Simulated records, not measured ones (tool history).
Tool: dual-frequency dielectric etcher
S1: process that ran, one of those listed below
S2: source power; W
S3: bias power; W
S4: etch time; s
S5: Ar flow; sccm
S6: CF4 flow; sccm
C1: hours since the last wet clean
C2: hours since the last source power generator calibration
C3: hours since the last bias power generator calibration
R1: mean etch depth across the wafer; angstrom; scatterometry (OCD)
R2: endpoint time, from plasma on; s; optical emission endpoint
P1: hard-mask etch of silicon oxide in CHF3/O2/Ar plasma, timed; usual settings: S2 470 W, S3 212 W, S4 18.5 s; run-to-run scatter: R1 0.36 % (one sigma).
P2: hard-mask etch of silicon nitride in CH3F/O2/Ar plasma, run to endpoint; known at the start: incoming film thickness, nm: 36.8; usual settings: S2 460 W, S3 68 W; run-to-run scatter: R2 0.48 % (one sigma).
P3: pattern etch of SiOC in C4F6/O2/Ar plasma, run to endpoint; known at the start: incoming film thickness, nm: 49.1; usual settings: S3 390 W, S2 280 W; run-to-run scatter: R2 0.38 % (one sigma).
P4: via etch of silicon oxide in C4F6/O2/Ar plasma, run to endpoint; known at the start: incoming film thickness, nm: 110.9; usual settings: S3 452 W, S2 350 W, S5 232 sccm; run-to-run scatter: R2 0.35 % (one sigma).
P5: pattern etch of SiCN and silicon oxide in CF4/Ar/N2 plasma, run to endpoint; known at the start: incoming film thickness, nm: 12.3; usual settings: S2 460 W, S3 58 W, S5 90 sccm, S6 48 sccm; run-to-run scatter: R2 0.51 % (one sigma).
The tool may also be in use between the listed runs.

| run | day | S1 | S2 | S3 | S4 | S5 | S6 | C1 | C2 | C3 | R1 | R2 |
|---|---|---|---|---|---|---|---|---|---|---|---|---|
| 1 | 0.304 | P1 | 470 | 212 | 18.5 |  |  | 297.0 | 1956.9 | 3566.9 | 348.38 |  |
| 2 | 0.496 | P3 | 280 | 488 |  |  |  | 301.6 | 1961.5 | 3571.5 |  | 18.627 |
| 3 | 0.821 | P5 | 460 | 58 |  | 90 | 48 | 309.4 | 1969.3 | 3579.3 |  | 15.894 |
| 4 | 1.154 | P1 | 470 | 212 | 18.5 |  |  | 317.4 | 1977.3 | 3587.3 | 348.56 |  |
| 5 | 1.417 | P3 | 280 | 390 |  |  |  | 323.7 | 1983.6 | 3593.6 |  | 20.426 |
| 6 | 1.742 | P5 | 260 | 58 |  | 90 | 48 | 331.5 | 1991.4 | 3601.4 |  | 26.085 |
| 7 | 2.067 | P4 | 350 | 565 |  | 232 |  | 339.3 | 1999.2 | 3609.2 |  | 23.259 |
| 8 | 2.283 | P4 | 220 | 452 |  | 232 |  | 344.5 | 2004.4 | 3614.4 |  | 29.919 |
| 9 | 2.475 | P2 | 550 | 68 |  |  |  | 349.1 | 2009.0 | 3619.0 |  | 48.638 |
| 10 | 2.667 | P1 | 470 | 212 | 10.5 |  |  | 353.7 | 2013.6 | 3623.6 | 197.81 |  |
| 11 | 2.917 | P1 | 470 | 212 | 18.5 |  |  | 359.7 | 2019.6 | 3629.6 | 350.75 |  |
| 12 | 3.096 | P1 | 470 | 274 | 27.0 |  |  | 364.0 | 2023.9 | 3633.9 | 556.94 |  |
| 13 | 3.362 | P1 | 470 | 297 | 18.5 |  |  | 370.4 | 2030.3 | 3640.3 | 393.18 |  |
| 14 | 3.571 | P3 | 360 | 390 |  |  |  | 375.4 | 2035.3 | 3645.3 |  | 18.584 |
| 15 | 3.754 | P3 | 280 | 390 |  |  |  | 379.8 | 2039.7 | 3649.7 |  | 20.440 |
| 16 | 4.067 | P4 | 350 | 452 |  | 232 |  | 387.3 | 2047.2 | 3657.2 |  | 25.234 |
| 17 | 4.467 | P1 | 470 | 212 | 26.0 |  |  | 396.9 | 2056.8 | 3666.8 | 491.11 |  |
|  | 4.675 | source power generator calibrated |
| 18 | 4.704 | P5 | 460 | 58 |  | 114 | 48 | 402.6 | 0.7 | 3672.5 |  | 16.411 |
| 19 | 4.921 | P5 | 460 | 71 |  | 90 | 48 | 407.8 | 5.9 | 3677.7 |  | 14.744 |
| 20 | 5.300 | P4 | 350 | 452 |  | 170 |  | 416.9 | 15.0 | 3686.8 |  | 24.596 |
| 21 | 5.558 | P5 | 460 | 58 |  | 90 | 48 | 423.1 | 21.2 | 3693.0 |  | 15.854 |
| 22 | 5.875 | P1 | 300 | 212 | 18.5 |  |  | 430.7 | 28.8 | 3700.6 | 293.59 |  |
| 23 | 6.100 | P1 | 630 | 212 | 18.5 |  |  | 436.1 | 34.2 | 3706.0 | 390.66 |  |
| 24 | 6.454 | P2 | 460 | 68 |  |  |  | 444.6 | 42.7 | 3714.5 |  | 51.848 |
| 25 | 6.671 | P2 | 460 | 81 |  |  |  | 449.8 | 47.9 | 3719.7 |  | 49.113 |
| 26 | 7.021 | P5 | 460 | 58 |  | 90 | 61 | 458.2 | 56.3 | 3728.1 |  | 15.160 |

Run 27 comes next. What will it give?
| 27 | 7.217 | P1 | 470 | 212 | 18.5 |  |  | 462.9 | 61.0 | 3732.8 | ? |  |

Run 27 gave R1 349.89 angstrom.
